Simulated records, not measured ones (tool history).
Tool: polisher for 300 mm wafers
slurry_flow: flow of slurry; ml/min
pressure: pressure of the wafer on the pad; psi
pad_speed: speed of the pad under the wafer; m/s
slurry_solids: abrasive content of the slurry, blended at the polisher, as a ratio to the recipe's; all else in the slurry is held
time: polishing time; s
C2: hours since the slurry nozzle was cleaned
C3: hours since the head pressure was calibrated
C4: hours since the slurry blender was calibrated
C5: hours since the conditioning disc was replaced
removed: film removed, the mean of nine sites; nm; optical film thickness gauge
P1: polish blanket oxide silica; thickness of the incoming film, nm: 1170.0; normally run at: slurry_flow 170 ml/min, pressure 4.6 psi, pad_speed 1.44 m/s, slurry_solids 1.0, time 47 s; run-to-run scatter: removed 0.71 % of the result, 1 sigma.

Run 1, hour 14.4: slurry_flow 170 ml/min, pressure 4.6 psi, pad_speed 1.44 m/s, slurry_solids 1.0, time 47 s; wafers polished on this pad 602; C2 195.5; C3 207.8; C4 297.4; C5 160.6. Result: removed 225.530 nm.
Run 2, hour 27.9: slurry_flow 100 ml/min, pressure 4.6 psi, pad_speed 1.44 m/s, slurry_solids 1.0, time 47 s; wafers polished on this pad 812; C2 209.0; C3 221.3; C4 310.9; C5 174.1. Result: removed 204.520 nm.
Run 3, hour 41.1: slurry_flow 170 ml/min, pressure 4.6 psi, pad_speed 1.44 m/s, slurry_solids 1.0, time 47 s; wafers polished on this pad 1017; C2 222.2; C3 234.5; C4 324.1; C5 187.3. Result: removed 226.550 nm.
Run 4, hour 56.4: slurry_flow 170 ml/min, pressure 2.1 psi, pad_speed 1.44 m/s, slurry_solids 1.0, time 47 s; wafers polished on this pad 1255; C2 237.5; C3 249.8; C4 339.4; C5 202.6. Result: removed 103.960 nm.
Run 5, hour 64.6: slurry_flow 170 ml/min, pressure 4.6 psi, pad_speed 1.44 m/s, slurry_solids 0.6, time 47 s; wafers polished on this pad 1383; C2 245.7; C3 258.0; C4 347.6; C5 210.8. Result: removed 174.410 nm.
Run 6, hour 80.5: slurry_flow 105 ml/min, pressure 6.4 psi, pad_speed 1.44 m/s, slurry_solids 1.0, time 47 s; wafers polished on this pad 1630; C2 261.6; C3 273.9; C4 363.5; C5 226.7. Result: removed 287.000 nm.
Run 7, hour 91.6: slurry_flow 170 ml/min, pressure 4.6 psi, pad_speed 1.44 m/s, slurry_solids 1.5, time 47 s; wafers polished on this pad 1803; C2 272.7; C3 285.0; C4 374.6; C5 237.8. Result: removed 268.780 nm.
Run 8, hour 107.3: slurry_flow 170 ml/min, pressure 4.6 psi, pad_speed 1.44 m/s, slurry_solids 1.0, time 22 s; wafers polished on this pad 2047; C2 288.4; C3 300.7; C4 390.3; C5 253.5. Result: removed 106.300 nm.
Run 9, hour 121.4: slurry_flow 170 ml/min, pressure 4.6 psi, pad_speed 1.44 m/s, slurry_solids 1.0, time 47 s; wafers polished on this pad 2267; C2 302.5; C3 314.8; C4 404.4; C5 267.6. Result: removed 226.210 nm.
Run 10, hour 132.3: slurry_flow 170 ml/min, pressure 3.5 psi, pad_speed 1.44 m/s, slurry_solids 1.0, time 23 s; wafers polished on this pad 2436; C2 313.4; C3 325.7; C4 415.3; C5 278.5. Result: removed 84.413 nm.
Run 11, hour 145.9: slurry_flow 170 ml/min, pressure 4.6 psi, pad_speed 1.44 m/s, slurry_solids 1.0, time 47 s; wafers polished on this pad 2648; C2 327.0; C3 339.3; C4 428.9; C5 292.1. Result: removed 228.900 nm.
Run 12, hour 158.8: slurry_flow 170 ml/min, pressure 4.6 psi, pad_speed 2.02 m/s, slurry_solids 1.0, time 47 s; wafers polished on this pad 2848; C2 339.9; C3 352.2; C4 441.8; C5 305.0. Result: removed 298.700 nm.
Run 13, hour 170.7: slurry_flow 170 ml/min, pressure 4.6 psi, pad_speed 1.44 m/s, slurry_solids 1.0, time 47 s; wafers polished on this pad 3034; C2 351.8; C3 364.1; C4 453.7; C5 316.9. Result: removed 229.450 nm.
Run 14, hour 179.5: slurry_flow 170 ml/min, pressure 4.6 psi, pad_speed 1.44 m/s, slurry_solids 1.0, time 60 s; wafers polished on this pad 3170; C2 360.6; C3 372.9; C4 462.5; C5 325.7. Result: removed 289.020 nm.
Run 15, hour 195.1: slurry_flow 170 ml/min, pressure 2.7 psi, pad_speed 1.88 m/s, slurry_solids 1.0, time 47 s; wafers polished on this pad 3413; C2 376.2; C3 388.5; C4 478.1; C5 341.3. Result: removed 161.970 nm.
Run 16, hour 210.6: slurry_flow 265 ml/min, pressure 4.6 psi, pad_speed 1.44 m/s, slurry_solids 1.0, time 47 s; wafers polished on this pad 3654; C2 391.7; C3 404.0; C4 493.6; C5 356.8. Result: removed 237.470 nm.
Run 17, hour 224.8: slurry_flow 170 ml/min, pressure 7.2 psi, pad_speed 1.44 m/s, slurry_solids 1.0, time 47 s; wafers polished on this pad 3875; C2 405.9; C3 418.2; C4 507.8; C5 371.0. Result: removed 357.100 nm.
Run 18, hour 238.6: slurry_flow 170 ml/min, pressure 4.6 psi, pad_speed 1.44 m/s, slurry_solids 1.0, time 47 s; wafers polished on this pad 4090; C2 419.7; C3 432.0; C4 521.6; C5 384.8. Result: removed 227.700 nm.
Run 19, hour 251.4: slurry_flow 170 ml/min, pressure 4.6 psi, pad_speed 0.84 m/s, slurry_solids 1.0, time 47 s; wafers polished on this pad 4289; C2 432.5; C3 444.8; C4 534.4; C5 397.6. Result: removed 146.960 nm.
Run 20, hour 266.3: slurry_flow 170 ml/min, pressure 4.6 psi, pad_speed 1.44 m/s, slurry_solids 1.0, time 47 s; wafers polished on this pad 4521; C2 447.4; C3 459.7; C4 549.3; C5 412.5. Result: removed 226.600 nm.
Run 21, hour 276.4: slurry_flow 170 ml/min, pressure 4.6 psi, pad_speed 1.44 m/s, slurry_solids 1.0, time 47 s; wafers polished on this pad 4678; C2 457.5; C3 469.8; C4 559.4; C5 422.6. Result: removed 213.180 nm.
Run 22, hour 288.8: slurry_flow 170 ml/min, pressure 4.6 psi, pad_speed 1.44 m/s, slurry_solids 1.0, time 47 s; wafers polished on this pad 4871; C2 469.9; C3 482.2; C4 571.8; C5 435.0. Result: removed 205.810 nm.
At hour 298.1: head pressure recalibrated.
Run 23, hour 298.5: slurry_flow 170 ml/min, pressure 4.6 psi, pad_speed 1.44 m/s, slurry_solids 1.0, time 47 s; wafers polished on this pad 5022; C2 479.6; C3 0.5; C4 581.5; C5 444.7. Result: removed 203.790 nm.
At hour 298.6: slurry nozzle cleaned.
Run 24, hour 307.0: slurry_flow 170 ml/min, pressure 4.6 psi, pad_speed 1.44 m/s, slurry_solids 1.0, time 47 s; wafers polished on this pad 5154; C2 8.5; C3 9.0; C4 590.0; C5 453.2. Result: removed 203.070 nm.
At hour 308.2: conditioning disc replaced and pad reconditioned.
Run 25, hour 318.3: slurry_flow 170 ml/min, pressure 4.6 psi, pad_speed 1.44 m/s, slurry_solids 1.0, time 47 s; wafers polished on this pad 5330; C2 19.8; C3 20.3; C4 601.3; C5 10.1. Result: removed 200.080 nm.
Run 26, hour 325.6: slurry_flow 170 ml/min, pressure 4.6 psi, pad_speed 1.44 m/s, slurry_solids 1.0, time 47 s; wafers polished on this pad 5443; C2 27.1; C3 27.6; C4 608.6; C5 17.4. Result: removed 198.530 nm.
Run 27, hour 333.4: slurry_flow 170 ml/min, pressure 4.6 psi, pad_speed 1.44 m/s, slurry_solids 1.0, time 47 s; wafers polished on this pad 5565; C2 34.9; C3 35.4; C4 616.4; C5 25.2. Result: removed 199.510 nm.

What P1 gives has crept away from where it was. These 2 causes fit the log equally well, each at the size given:
A: removal rate lost through wear of the pad, % = 12
B: abrasive missing from the slurry, % = 23.2
The creep began at about hour 266.3.
Why every other cause is out:
slurry flow missing at the pad, %: serviced at hour 298.6, which brought nothing back
head's pressure below its setpoint, %: serviced at hour 298.1, which brought nothing back
time polished since the conditioner stopped cutting, s: serviced at hour 308.2, which brought nothing back

4 check runs are offered, each on 5 wafers whose results are averaged, their results left as question marks. Which one tells the causes apart?
Run check 1, hour 341.2: slurry_flow 170 ml/min, pressure 4.6 psi, pad_speed 1.80 m/s, slurry_solids 1.0, time 47 s. Result: removed ?.
Run check 2, hour 341.2: slurry_flow 170 ml/min, pressure 2.3 psi, pad_speed 1.44 m/s, slurry_solids 1.0, time 47 s. Result: removed ?.
Run check 3, hour 341.2: slurry_flow 170 ml/min, pressure 2.8 psi, pad_speed 1.44 m/s, slurry_solids 1.0, time 24 s. Result: removed ?.
Run check 4, hour 341.2: slurry_flow 170 ml/min, pressure 4.6 psi, pad_speed 1.44 m/s, slurry_solids 0.7, time 47 s. Result: removed ?.

What each check would give under each cause:
  check   result     if A     if B
check 1  removed  238.870  238.670
check 2  removed   99.909   99.826
check 3  removed   62.108   62.056
check 4  removed  167.240  163.240
How far apart the two closest causes lie, in the result that separates them most: check 1 0.08 %; check 2 0.08 %; check 3 0.08 %; check 4 2.42 %
Only check 4 tells the causes apart: in the others they would give nearly the same result.

Then check 4 was run and gave: removed 167.360 nm. Which cause is it?

It is A: removal rate lost through wear of the pad, %.

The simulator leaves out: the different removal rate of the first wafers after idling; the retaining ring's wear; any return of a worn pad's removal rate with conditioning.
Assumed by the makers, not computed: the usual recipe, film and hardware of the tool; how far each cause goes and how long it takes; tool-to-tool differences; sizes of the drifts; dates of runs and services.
